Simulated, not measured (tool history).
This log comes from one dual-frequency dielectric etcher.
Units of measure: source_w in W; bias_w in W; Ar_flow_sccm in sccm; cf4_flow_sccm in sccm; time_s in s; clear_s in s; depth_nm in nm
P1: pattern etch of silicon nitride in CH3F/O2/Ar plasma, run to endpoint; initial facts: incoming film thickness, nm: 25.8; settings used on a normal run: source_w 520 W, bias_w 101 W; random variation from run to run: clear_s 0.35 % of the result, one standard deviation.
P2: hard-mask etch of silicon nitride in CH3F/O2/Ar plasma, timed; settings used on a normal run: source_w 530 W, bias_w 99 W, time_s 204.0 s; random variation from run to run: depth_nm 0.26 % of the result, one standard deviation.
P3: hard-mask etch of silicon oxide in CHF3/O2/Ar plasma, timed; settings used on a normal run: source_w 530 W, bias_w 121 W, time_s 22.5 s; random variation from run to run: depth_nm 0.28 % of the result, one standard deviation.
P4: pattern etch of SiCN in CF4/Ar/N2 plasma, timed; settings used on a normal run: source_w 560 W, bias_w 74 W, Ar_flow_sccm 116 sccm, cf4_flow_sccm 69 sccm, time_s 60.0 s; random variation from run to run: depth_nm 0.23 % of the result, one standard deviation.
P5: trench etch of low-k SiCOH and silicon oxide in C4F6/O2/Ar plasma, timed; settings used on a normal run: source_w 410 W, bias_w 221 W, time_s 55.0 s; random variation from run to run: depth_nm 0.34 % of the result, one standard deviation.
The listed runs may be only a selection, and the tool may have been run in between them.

{"run": 1, "hour": 13.9, "process": "P1", "source_w": 520, "bias_w": 101, "clear_s": 30.271}
{"run": 2, "hour": 25.7, "process": "P4", "source_w": 560, "bias_w": 74, "Ar_flow_sccm": 164, "cf4_flow_sccm": 69, "time_s": 60.0, "depth_nm": 58.82}
{"run": 3, "hour": 33.4, "process": "P5", "source_w": 510, "bias_w": 221, "time_s": 55.0, "depth_nm": 212.8}
{"hour": 35.6, "done": "source power generator calibrated"}
{"run": 4, "hour": 47.1, "process": "P1", "source_w": 520, "bias_w": 101, "clear_s": 30.261}
{"run": 5, "hour": 53.5, "process": "P1", "source_w": 660, "bias_w": 101, "clear_s": 27.525}
{"run": 6, "hour": 64.0, "process": "P5", "source_w": 410, "bias_w": 143, "time_s": 55.0, "depth_nm": 170.68}
{"run": 7, "hour": 71.5, "process": "P3", "source_w": 530, "bias_w": 121, "time_s": 32.0, "depth_nm": 52.805}
{"run": 8, "hour": 79.9, "process": "P5", "source_w": 410, "bias_w": 221, "time_s": 36.0, "depth_nm": 128.01}
{"run": 9, "hour": 93.8, "process": "P1", "source_w": 310, "bias_w": 101, "clear_s": 36.469}
{"run": 10, "hour": 103.0, "process": "P4", "source_w": 560, "bias_w": 74, "Ar_flow_sccm": 116, "cf4_flow_sccm": 69, "time_s": 84.0, "depth_nm": 87.867}
{"run": 11, "hour": 109.6, "process": "P4", "source_w": 560, "bias_w": 103, "Ar_flow_sccm": 116, "cf4_flow_sccm": 69, "time_s": 60.0, "depth_nm": 70.352}
{"run": 12, "hour": 116.6, "process": "P3", "source_w": 530, "bias_w": 121, "time_s": 22.5, "depth_nm": 37.051}
{"run": 13, "hour": 126.2, "process": "P2", "source_w": 360, "bias_w": 99, "time_s": 204.0, "depth_nm": 153.16}
{"run": 14, "hour": 132.3, "process": "P2", "source_w": 530, "bias_w": 99, "time_s": 204.0, "depth_nm": 176.24}
{"run": 15, "hour": 145.5, "process": "P1", "source_w": 390, "bias_w": 81, "clear_s": 36.257}
{"run": 16, "hour": 156.8, "process": "P4", "source_w": 780, "bias_w": 74, "Ar_flow_sccm": 116, "cf4_flow_sccm": 69, "time_s": 60.0, "depth_nm": 83.88}
{"run": 17, "hour": 163.5, "process": "P1", "source_w": 520, "bias_w": 101, "clear_s": 30.079}
{"run": 18, "hour": 170.6, "process": "P5", "source_w": 410, "bias_w": 221, "time_s": 55.0, "depth_nm": 196.08}
{"run": 19, "hour": 180.6, "process": "P4", "source_w": 560, "bias_w": 74, "Ar_flow_sccm": 116, "cf4_flow_sccm": 69, "time_s": 60.0, "depth_nm": 62.574}
{"run": 20, "hour": 191.9, "process": "P4", "source_w": 560, "bias_w": 74, "Ar_flow_sccm": 116, "cf4_flow_sccm": 56, "time_s": 60.0, "depth_nm": 60.448}
{"run": 21, "hour": 204.4, "process": "P2", "source_w": 530, "bias_w": 99, "time_s": 144.0, "depth_nm": 124.92}
{"run": 22, "hour": 210.4, "process": "P1", "source_w": 520, "bias_w": 65, "clear_s": 35.022}
{"run": 23, "hour": 223.0, "process": "P2", "source_w": 530, "bias_w": 59, "time_s": 204.0, "depth_nm": 148.22}
{"run": 24, "hour": 230.9, "process": "P3", "source_w": 530, "bias_w": 165, "time_s": 22.5, "depth_nm": 41.037}
{"run": 25, "hour": 240.2, "process": "P1", "source_w": 520, "bias_w": 101, "clear_s": 30.249}
{"run": 26, "hour": 247.3, "process": "P1", "source_w": 520, "bias_w": 101, "clear_s": 30.171}
{"run": 27, "hour": 257.2, "process": "P1", "source_w": 520, "bias_w": 132, "clear_s": 27.471}
{"run": 28, "hour": 267.2, "process": "P2", "source_w": 530, "bias_w": 99, "time_s": 204.0, "depth_nm": 175.9}
{"run": 29, "hour": 273.4, "process": "P3", "source_w": 530, "bias_w": 121, "time_s": 22.5, "depth_nm": 36.902}
{"run": 30, "hour": 283.1, "process": "P3", "source_w": 730, "bias_w": 121, "time_s": 22.5, "depth_nm": 41.692}
{"run": 31, "hour": 292.6, "process": "P1", "source_w": 520, "bias_w": 101, "clear_s": 30.123}
{"run": 32, "hour": 304.4, "process": "P1", "source_w": 520, "bias_w": 101, "clear_s": 30.41}
{"run": 33, "hour": 314.8, "process": "P1", "source_w": 520, "bias_w": 101, "clear_s": 30.333}
{"run": 34, "hour": 323.8, "process": "P1", "source_w": 520, "bias_w": 101, "clear_s": 30.595}
{"run": 35, "hour": 335.0, "process": "P1", "source_w": 520, "bias_w": 101, "clear_s": 30.617}
{"run": 36, "hour": 346.5, "process": "P1", "source_w": 520, "bias_w": 101, "clear_s": 30.789}
{"run": 37, "hour": 356.2, "process": "P1", "source_w": 520, "bias_w": 101, "clear_s": 30.476}
{"run": 38, "hour": 365.7, "process": "P1", "source_w": 520, "bias_w": 101, "clear_s": 30.665}
{"hour": 365.9, "done": "wet clean of the chamber"}
{"run": 39, "hour": 374.6, "process": "P1", "source_w": 520, "bias_w": 101, "clear_s": 30.841}
{"run": 40, "hour": 381.7, "process": "P1", "source_w": 520, "bias_w": 101, "clear_s": 30.523}
{"run": 41, "hour": 388.0, "process": "P1", "source_w": 520, "bias_w": 101, "clear_s": 30.693}

What P1 gives has crept away from where it was. These 2 causes fit the log equally well, each at the size given:
A: bias power that arrives under what is set, % = 4.81
B: source power that arrives under what is set, % = 4.64
Creep in the process output first set in at about hour 304.4.
Every other cause this tool's parts could produce, and why it does not fit the log:
chamber walls in a state that lowers the etch rate, %: work on it at hour 365.9, done after the drift set in, did not restore what the process gave before

Listed below are the offered check runs, one wafer per run, with question marks in place of results. For which of them would the causes give clearly different outcomes?
{"run": "check 1", "hour": 394.3, "process": "P2", "source_w": 530, "bias_w": 70, "time_s": 204.0, "depth_nm": "?"}
{"run": "check 2", "hour": 394.3, "process": "P4", "source_w": 560, "bias_w": 97, "Ar_flow_sccm": 116, "cf4_flow_sccm": 69, "time_s": 60.0, "depth_nm": "?"}
{"run": "check 3", "hour": 394.3, "process": "P3", "source_w": 720, "bias_w": 121, "time_s": 22.5, "depth_nm": "?"}
{"run": "check 4", "hour": 394.3, "process": "P5", "source_w": 510, "bias_w": 221, "time_s": 55.0, "depth_nm": "?"}

If the cause were each of the candidates in turn, the checks would give the following:
check=check_1 result=depth_nm if_A=153.880 if_B=153.600
check=check_2 result=depth_nm if_A=67.636 if_B=66.087
check=check_3 result=depth_nm if_A=41.050 if_B=40.892
check=check_4 result=depth_nm if_A=208.800 if_B=208.280
How far apart the two closest causes lie, in the result that separates them most: check 1 0.18 %; check 2 2.32 %; check 3 0.38 %; check 4 0.25 %
Check 2 tells the causes apart: in the others they would give nearly the same result.

With check 2 done, the readings were: depth_nm 67.915 nm. Identify which of the listed causes applies.

It was cause A: bias power that arrives under what is set, %.

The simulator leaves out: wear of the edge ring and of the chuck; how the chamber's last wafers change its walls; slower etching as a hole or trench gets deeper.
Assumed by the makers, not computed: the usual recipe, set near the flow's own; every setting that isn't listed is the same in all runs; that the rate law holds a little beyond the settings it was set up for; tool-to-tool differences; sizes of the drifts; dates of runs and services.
